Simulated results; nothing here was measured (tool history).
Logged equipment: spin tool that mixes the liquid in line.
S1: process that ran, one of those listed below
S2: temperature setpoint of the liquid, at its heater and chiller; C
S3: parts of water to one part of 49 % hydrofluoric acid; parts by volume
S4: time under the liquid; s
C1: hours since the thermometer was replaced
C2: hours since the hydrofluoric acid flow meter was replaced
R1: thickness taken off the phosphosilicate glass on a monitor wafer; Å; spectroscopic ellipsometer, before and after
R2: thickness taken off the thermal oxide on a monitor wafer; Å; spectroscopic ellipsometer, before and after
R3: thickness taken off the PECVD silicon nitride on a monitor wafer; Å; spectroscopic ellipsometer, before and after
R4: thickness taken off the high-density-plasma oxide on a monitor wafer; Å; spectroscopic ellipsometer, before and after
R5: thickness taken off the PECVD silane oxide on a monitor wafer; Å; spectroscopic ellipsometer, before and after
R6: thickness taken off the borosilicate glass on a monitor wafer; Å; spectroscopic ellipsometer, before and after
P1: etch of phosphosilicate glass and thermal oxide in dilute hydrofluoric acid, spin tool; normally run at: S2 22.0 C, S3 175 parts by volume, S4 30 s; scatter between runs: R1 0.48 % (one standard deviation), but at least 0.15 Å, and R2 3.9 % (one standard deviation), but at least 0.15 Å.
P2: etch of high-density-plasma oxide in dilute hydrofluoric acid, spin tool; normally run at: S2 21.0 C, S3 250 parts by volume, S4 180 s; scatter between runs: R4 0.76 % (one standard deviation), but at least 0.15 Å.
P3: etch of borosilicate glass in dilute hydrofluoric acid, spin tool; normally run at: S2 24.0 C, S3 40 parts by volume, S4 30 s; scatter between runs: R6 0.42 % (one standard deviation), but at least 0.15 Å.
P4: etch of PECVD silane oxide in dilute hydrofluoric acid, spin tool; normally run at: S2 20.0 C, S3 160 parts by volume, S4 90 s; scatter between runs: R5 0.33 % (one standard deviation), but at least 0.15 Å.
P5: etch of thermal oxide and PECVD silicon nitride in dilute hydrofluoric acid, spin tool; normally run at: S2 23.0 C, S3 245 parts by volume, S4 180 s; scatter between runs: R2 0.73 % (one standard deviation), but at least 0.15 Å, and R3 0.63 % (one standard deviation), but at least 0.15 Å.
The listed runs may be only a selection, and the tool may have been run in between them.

| run | day | S1 | S2 | S3 | S4 | C1 | C2 | R1 | R2 | R3 | R4 | R5 | R6 |
|---|---|---|---|---|---|---|---|---|---|---|---|---|---|
| 1 | 0.492 | P1 | 22.0 | 175 | 30 | 555.8 | 1190.1 | 150.910 | 7.1940 |  |  |  |  |
| 2 | 0.904 | P5 | 17.0 | 245 | 180 | 565.7 | 1200.0 |  | 21.5580 | 25.613 |  |  |  |
| 3 | 1.362 | P2 | 17.0 | 250 | 180 | 576.7 | 1211.0 |  |  |  | 28.091 |  |  |
| 4 | 1.904 | P1 | 22.0 | 105 | 30 | 589.7 | 1224.0 | 272.040 | 13.9240 |  |  |  |  |
| 5 | 2.325 | P1 | 22.0 | 275 | 30 | 599.8 | 1234.1 | 86.535 | 4.1346 |  |  |  |  |
| 6 | 2.692 | P1 | 22.0 | 175 | 30 | 608.6 | 1242.9 | 150.040 | 6.8244 |  |  |  |  |
| 7 | 2.962 | P1 | 22.0 | 175 | 15 | 615.1 | 1249.4 | 75.638 | 3.5196 |  |  |  |  |
| 8 | 3.475 | P5 | 23.0 | 245 | 345 | 627.4 | 1261.7 |  | 51.0490 | 72.952 |  |  |  |
| 9 | 3.825 | P5 | 23.0 | 245 | 180 | 635.8 | 1270.1 |  | 27.0450 | 37.975 |  |  |  |
| 10 | 4.342 | P4 | 20.0 | 160 | 90 | 648.2 | 1282.5 |  |  |  |  | 163.850 |  |
| 11 | 4.725 | P2 | 21.0 | 415 | 180 | 657.4 | 1291.7 |  |  |  | 17.029 |  |  |
| 12 | 5.029 | P3 | 24.0 | 40 | 15 | 664.7 | 1299.0 |  |  |  |  |  | 112.72 |
| 13 | 5.375 | P4 | 20.0 | 245 | 90 | 673.0 | 1307.3 |  |  |  |  | 99.136 |  |
| 14 | 5.625 | P3 | 24.0 | 70 | 30 | 679.0 | 1313.3 |  |  |  |  |  | 123.00 |
| 15 | 5.942 | P1 | 22.0 | 175 | 30 | 686.6 | 1320.9 | 150.760 | 6.9367 |  |  |  |  |
| 16 | 6.308 | P2 | 21.0 | 250 | 335 | 695.4 | 1329.7 |  |  |  | 60.674 |  |  |
| 17 | 6.679 | P5 | 23.0 | 65 | 180 | 704.3 | 1338.6 |  | 123.1200 | 140.260 |  |  |  |
| 18 | 7.079 | P3 | 17.5 | 40 | 30 | 713.9 | 1348.2 |  |  |  |  |  | 172.15 |
| 19 | 7.600 | P3 | 24.0 | 40 | 30 | 726.4 | 1360.7 |  |  |  |  |  | 225.44 |
| 20 | 7.892 | P1 | 30.0 | 175 | 30 | 733.4 | 1367.7 | 201.330 | 9.5161 |  |  |  |  |
| 21 | 8.317 | P1 | 22.0 | 175 | 30 | 743.6 | 1377.9 | 151.130 | 6.8545 |  |  |  |  |
| 22 | 8.579 | P1 | 18.5 | 235 | 30 | 749.9 | 1384.2 | 91.868 | 4.2155 |  |  |  |  |
| 23 | 8.825 | P1 | 22.0 | 175 | 50 | 755.8 | 1390.1 | 249.840 | 11.6110 |  |  |  |  |
| 24 | 9.158 | P2 | 21.0 | 250 | 180 | 763.8 | 1398.1 |  |  |  | 32.086 |  |  |
| 25 | 9.496 | P4 | 20.0 | 160 | 20 | 771.9 | 1406.2 |  |  |  |  | 36.401 |  |
| 26 | 9.921 | P1 | 17.0 | 175 | 30 | 782.1 | 1416.4 | 122.850 | 5.4764 |  |  |  |  |
| 27 | 10.171 | P4 | 27.5 | 160 | 90 | 788.1 | 1422.4 |  |  |  |  | 217.940 |  |
| 28 | 10.583 | P5 | 23.0 | 245 | 180 | 798.0 | 1432.3 |  | 26.3480 | 38.637 |  |  |  |
| 29 | 11.125 | P1 | 22.0 | 175 | 30 | 811.0 | 1445.3 | 150.870 | 7.6901 |  |  |  |  |
| 30 | 11.654 | P1 | 22.0 | 175 | 30 | 823.7 | 1458.0 | 151.850 | 7.0423 |  |  |  |  |
| 31 | 12.012 | P1 | 22.0 | 175 | 30 | 832.3 | 1466.6 | 156.170 | 7.0326 |  |  |  |  |
| 32 | 12.562 | P1 | 22.0 | 175 | 30 | 845.5 | 1479.8 | 157.330 | 7.4069 |  |  |  |  |
| 33 | 12.862 | P1 | 22.0 | 175 | 30 | 852.7 | 1487.0 | 159.960 | 7.3545 |  |  |  |  |
| 34 | 13.100 | P1 | 22.0 | 175 | 30 | 858.4 | 1492.7 | 159.300 | 7.6198 |  |  |  |  |
| 35 | 13.417 | P1 | 22.0 | 175 | 30 | 866.0 | 1500.3 | 159.500 | 8.1663 |  |  |  |  |
| 36 | 13.917 | P1 | 22.0 | 175 | 30 | 878.0 | 1512.3 | 161.450 | 7.1719 |  |  |  |  |
| 37 | 14.208 | P1 | 22.0 | 175 | 30 | 885.0 | 1519.3 | 160.640 | 7.6567 |  |  |  |  |

Something has made what P1 gives creep away from where it was; the 2 causes below, each at its own stated size, fit the log equally well:
A: hydrofluoric acid flow above the setpoint (%) = 5.83
B: liquid hotter than its thermometer reads (K) = 1.77
The process output started creeping at around day 11.654.

Each of the 4 check runs below uses one wafer; its results are left as question marks. Which run tells the causes apart?
| check 1 | 14.500 | P4 | 20.0 | 210 | 50 |  |  |  |  |  |  | ? |  |
| check 2 | 14.500 | P3 | 24.0 | 70 | 20 |  |  |  |  |  |  |  | ? |
| check 3 | 14.500 | P5 | 17.0 | 165 | 180 |  |  |  | ? | ? |  |  |  |
| check 4 | 14.500 | P2 | 21.0 | 410 | 180 |  |  |  |  |  | ? |  |  |

Outcome of each check run for each possible cause:
| check | result | if A | if B |
|---|---|---|---|
| check 1 | R5 | 70.565 | 70.517 |
| check 2 | R6 | 87.926 | 88.763 |
| check 3 | R2 | 36.4300 | 36.6470 |
| check 3 | R3 | 40.003 | 42.702 |
| check 4 | R4 | 18.489 | 18.192 |
Distance between the nearest two causes, measured in the result of the check that separates them most: check 1 0.07 %; check 2 0.95 %; check 3 6.53 %; check 4 1.62 %
Check 3 is the one run that separates the causes; every other check would come out nearly the same whichever cause is at work.

After running check 3, the following was obtained: R2 36.3790 Å; R3 39.930 Å. Which cause does this point to?

A is the cause: hydrofluoric acid flow above the setpoint (%).

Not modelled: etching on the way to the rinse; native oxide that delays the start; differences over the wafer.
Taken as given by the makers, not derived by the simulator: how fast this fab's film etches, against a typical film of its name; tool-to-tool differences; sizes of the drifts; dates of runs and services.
